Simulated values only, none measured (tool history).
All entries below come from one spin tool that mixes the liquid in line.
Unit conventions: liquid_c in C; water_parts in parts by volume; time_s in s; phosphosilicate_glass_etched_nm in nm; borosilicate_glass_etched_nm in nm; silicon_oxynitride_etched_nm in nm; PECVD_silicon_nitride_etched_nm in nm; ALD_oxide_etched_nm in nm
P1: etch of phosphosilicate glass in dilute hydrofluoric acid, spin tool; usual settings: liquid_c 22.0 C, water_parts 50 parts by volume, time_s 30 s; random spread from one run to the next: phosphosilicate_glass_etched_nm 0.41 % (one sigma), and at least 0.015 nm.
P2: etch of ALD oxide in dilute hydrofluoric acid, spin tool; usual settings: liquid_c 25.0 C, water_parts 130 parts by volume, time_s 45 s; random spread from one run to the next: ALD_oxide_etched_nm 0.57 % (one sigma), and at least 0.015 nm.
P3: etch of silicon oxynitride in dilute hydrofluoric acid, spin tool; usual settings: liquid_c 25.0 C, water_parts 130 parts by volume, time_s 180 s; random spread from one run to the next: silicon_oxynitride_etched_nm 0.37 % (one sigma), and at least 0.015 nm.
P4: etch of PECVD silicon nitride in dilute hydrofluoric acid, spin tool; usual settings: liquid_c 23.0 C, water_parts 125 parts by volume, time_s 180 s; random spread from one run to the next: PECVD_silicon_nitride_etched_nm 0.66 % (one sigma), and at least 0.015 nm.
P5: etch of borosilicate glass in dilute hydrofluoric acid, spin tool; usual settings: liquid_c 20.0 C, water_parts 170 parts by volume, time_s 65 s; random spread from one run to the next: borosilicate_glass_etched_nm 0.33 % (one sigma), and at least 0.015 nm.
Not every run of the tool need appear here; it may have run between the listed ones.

run,hour,process,liquid_c,water_parts,time_s,phosphosilicate_glass_etched_nm,borosilicate_glass_etched_nm,silicon_oxynitride_etched_nm,PECVD_silicon_nitride_etched_nm,ALD_oxide_etched_nm
1,12.5,P1,22.0,50,30,86.287,,,,
2,21.3,P5,20.0,170,110,,11.0460,,,
3,33.2,P3,25.0,55,180,,,16.9820,,
4,46.2,P3,20.5,130,180,,,5.4375,,
5,59.1,P1,22.0,50,30,86.441,,,,
6,66.6,P1,28.5,50,30,111.960,,,,
7,77.9,P1,28.0,20,30,290.320,,,,
8,91.9,P4,23.0,205,180,,,,1.9990,
9,105.4,P1,22.0,50,30,86.677,,,,
10,118.6,P5,17.0,170,65,,5.7646,,,
11,127.5,P4,17.0,125,180,,,,2.2044,
12,136.5,P2,25.0,75,45,,,,,11.1280
13,148.1,P5,20.0,170,65,,6.4994,,,
14,160.0,P1,18.5,50,30,74.303,,,,
15,173.4,P3,25.0,130,180,,,6.7726,,
16,186.3,P1,22.0,50,30,85.961,,,,
17,199.8,P1,22.0,80,30,51.979,,,,
18,207.2,P5,20.0,170,65,,6.5154,,,
19,214.6,P4,23.0,125,180,,,,3.3257,
20,221.9,P4,23.0,125,180,,,,3.2801,
21,237.2,P4,23.0,125,355,,,,6.5664,

The next listed run, before its measurement:
22,252.7,P2,25.0,130,45,,,,,?

Run 22 measured ALD_oxide_etched_nm 5.9954 nm.
